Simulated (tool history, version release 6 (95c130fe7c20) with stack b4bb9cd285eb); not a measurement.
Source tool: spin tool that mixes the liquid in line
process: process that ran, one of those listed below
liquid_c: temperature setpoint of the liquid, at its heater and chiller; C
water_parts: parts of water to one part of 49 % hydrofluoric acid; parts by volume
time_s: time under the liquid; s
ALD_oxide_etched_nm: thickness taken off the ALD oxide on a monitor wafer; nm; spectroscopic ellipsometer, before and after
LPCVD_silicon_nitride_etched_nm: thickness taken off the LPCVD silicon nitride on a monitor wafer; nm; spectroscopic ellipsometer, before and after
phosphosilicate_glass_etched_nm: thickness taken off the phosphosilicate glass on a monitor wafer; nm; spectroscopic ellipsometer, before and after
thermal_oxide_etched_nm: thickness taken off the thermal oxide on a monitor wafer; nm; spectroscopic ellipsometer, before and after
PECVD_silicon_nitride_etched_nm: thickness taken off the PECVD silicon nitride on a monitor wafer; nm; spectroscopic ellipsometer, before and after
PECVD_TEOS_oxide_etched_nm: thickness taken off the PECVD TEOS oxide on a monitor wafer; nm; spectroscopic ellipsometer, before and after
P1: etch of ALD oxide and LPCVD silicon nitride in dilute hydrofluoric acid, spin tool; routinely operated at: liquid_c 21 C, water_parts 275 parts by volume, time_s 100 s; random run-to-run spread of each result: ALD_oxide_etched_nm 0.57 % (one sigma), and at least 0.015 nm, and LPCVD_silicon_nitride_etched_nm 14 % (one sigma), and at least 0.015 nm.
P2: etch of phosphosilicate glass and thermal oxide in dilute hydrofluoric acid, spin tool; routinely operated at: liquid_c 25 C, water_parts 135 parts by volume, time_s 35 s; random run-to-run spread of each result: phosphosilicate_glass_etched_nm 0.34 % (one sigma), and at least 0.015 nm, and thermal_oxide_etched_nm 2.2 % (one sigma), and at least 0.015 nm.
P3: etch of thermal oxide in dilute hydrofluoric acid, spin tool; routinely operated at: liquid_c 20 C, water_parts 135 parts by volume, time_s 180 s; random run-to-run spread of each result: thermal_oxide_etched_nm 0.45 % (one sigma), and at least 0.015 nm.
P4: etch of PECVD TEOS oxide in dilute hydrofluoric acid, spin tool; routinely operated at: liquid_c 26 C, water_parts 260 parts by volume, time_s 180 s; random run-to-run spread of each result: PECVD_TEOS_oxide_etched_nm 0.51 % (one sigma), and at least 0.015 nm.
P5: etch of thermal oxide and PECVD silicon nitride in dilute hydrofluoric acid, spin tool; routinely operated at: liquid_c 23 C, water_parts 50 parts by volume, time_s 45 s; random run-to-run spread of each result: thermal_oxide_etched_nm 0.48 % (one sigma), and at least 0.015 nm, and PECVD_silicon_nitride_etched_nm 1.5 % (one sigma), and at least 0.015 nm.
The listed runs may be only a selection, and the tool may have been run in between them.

run	hour	process	liquid_c	water_parts	time_s	ALD_oxide_etched_nm	LPCVD_silicon_nitride_etched_nm	phosphosilicate_glass_etched_nm	thermal_oxide_etched_nm	PECVD_silicon_nitride_etched_nm	PECVD_TEOS_oxide_etched_nm
1	6.4	P1	21	275	100	8.9426	0.17717				
2	10.1	P2	25	135	65			58.842	2.4439		
3	16	P5	30.5	50	45				5.552	2.639	
4	21.3	P3	20	135	90				2.5437		
5	24.5	P1	21	100	25	7.2869	0.11301				
6	30.9	P2	25	190	35			21.203	0.89296		
7	34.1	P4	26	140	180						17.342
8	40.5	P4	34	260	180						10.46
9	44.8	P5	23	25	45				8.5295	3.1522	
10	49.8	P1	17.5	275	185	14.422	0.2436				
11	54	P1	21	275	100	8.9492	0.22916				
12	57.9	P2	25	135	35			31.673	1.3279		
13	61.9	P3	20	220	180				2.8879		
14	66.5	P1	17	370	100	5.2792	0.090813				
15	72.9	P1	21	90	100	32.843	0.42702				
16	76.9	P2	25	135	35			31.625	1.3047		
17	81.3	P4	26	260	180						8.1356
18	85.2	P2	19.5	135	35			25.517	1.0525		
19	91.7	P1	21	275	100	8.9541	0.17856				
20	97.8	P1	21	275	45	4.0591	0.088245				
21	101.1	P5	23	50	45				4.1132	1.5973	
22	106.8	P1	21	275	155	13.852	0.18792				
23	112.2	P1	21	445	100	4.7569	0.097833				
24	117.7	P3	23.5	135	180				5.8518		
25	122.8	P4	26	260	180						8.1061
26	127.8	P3	20	135	180				5.0462		
27	134.1	P4	26	260	20						0.88062
28	137.4	P1	17	275	100	7.6622	0.10091				
29	141.5	P1	21	275	100	8.8572	0.1949				
30	144.4	P5	23	50	65				5.9501	2.3286	
31	149.1	P1	27.5	275	100	11.1	0.25386				
32	152.9	P1	21	275	100	8.9467	0.14298				
33	158.1	P1	21	275	100	9.144	0.14289				
34	162.9	P1	21	275	100	9.4347	0.17339				
35	166.7	P1	21	275	100	9.2739	0.14429				
36	172.2	P1	21	275	100	9.4099	0.19101				
37	175	P1	21	275	100	9.4461	0.13951				
38	178.4	P1	21	275	100	9.4781	0.20543				
39	184.8	P1	21	275	100	9.4478	0.20336				
40	191.2	P1	21	275	100	9.4773	0.13244				

What P1 gives has crept away from where it was. These 2 causes fit the log equally well, each at the size given:
A: hydrofluoric acid flow above the setpoint (%) = 5.09
B: liquid hotter than its thermometer reads (K) = 1.72
The process output started creeping at around hour 152.9.

Consider the 4 check runs below, whose results appear as question marks and each of which averages 5 wafers. Which one distinguishes the causes, in that each cause would give it a clearly different result?
check 1	197.6	P3	23	185	180				?		
check 2	197.6	P4	29	260	55						?
check 3	197.6	P2	25	185	60			?	?		
check 4	197.6	P5	28	50	45				?	?	

Expected result of each check under each candidate cause:
check	result	if A	if B
check 1	thermal_oxide_etched_nm	4.1965	4.2177
check 2	PECVD_TEOS_oxide_etched_nm	2.9285	2.9085
check 3	phosphosilicate_glass_etched_nm	39.77	39.897
check 3	thermal_oxide_etched_nm	1.6495	1.6548
check 4	thermal_oxide_etched_nm	5.3375	5.4179
check 4	PECVD_silicon_nitride_etched_nm	2.3876	2.5429
How far apart the two closest causes lie, in the result that separates them most: check 1 0.5 %; check 2 0.69 %; check 3 0.32 %; check 4 6.3 %
Only in check 4 would the causes give clearly different results; in the remaining checks their results would be nearly the same.

After running check 4, the following was obtained: thermal_oxide_etched_nm 5.4236 nm; PECVD_silicon_nitride_etched_nm 2.5647 nm. Which cause does this point to?

Of the candidate causes, it is B: liquid hotter than its thermometer reads (K).

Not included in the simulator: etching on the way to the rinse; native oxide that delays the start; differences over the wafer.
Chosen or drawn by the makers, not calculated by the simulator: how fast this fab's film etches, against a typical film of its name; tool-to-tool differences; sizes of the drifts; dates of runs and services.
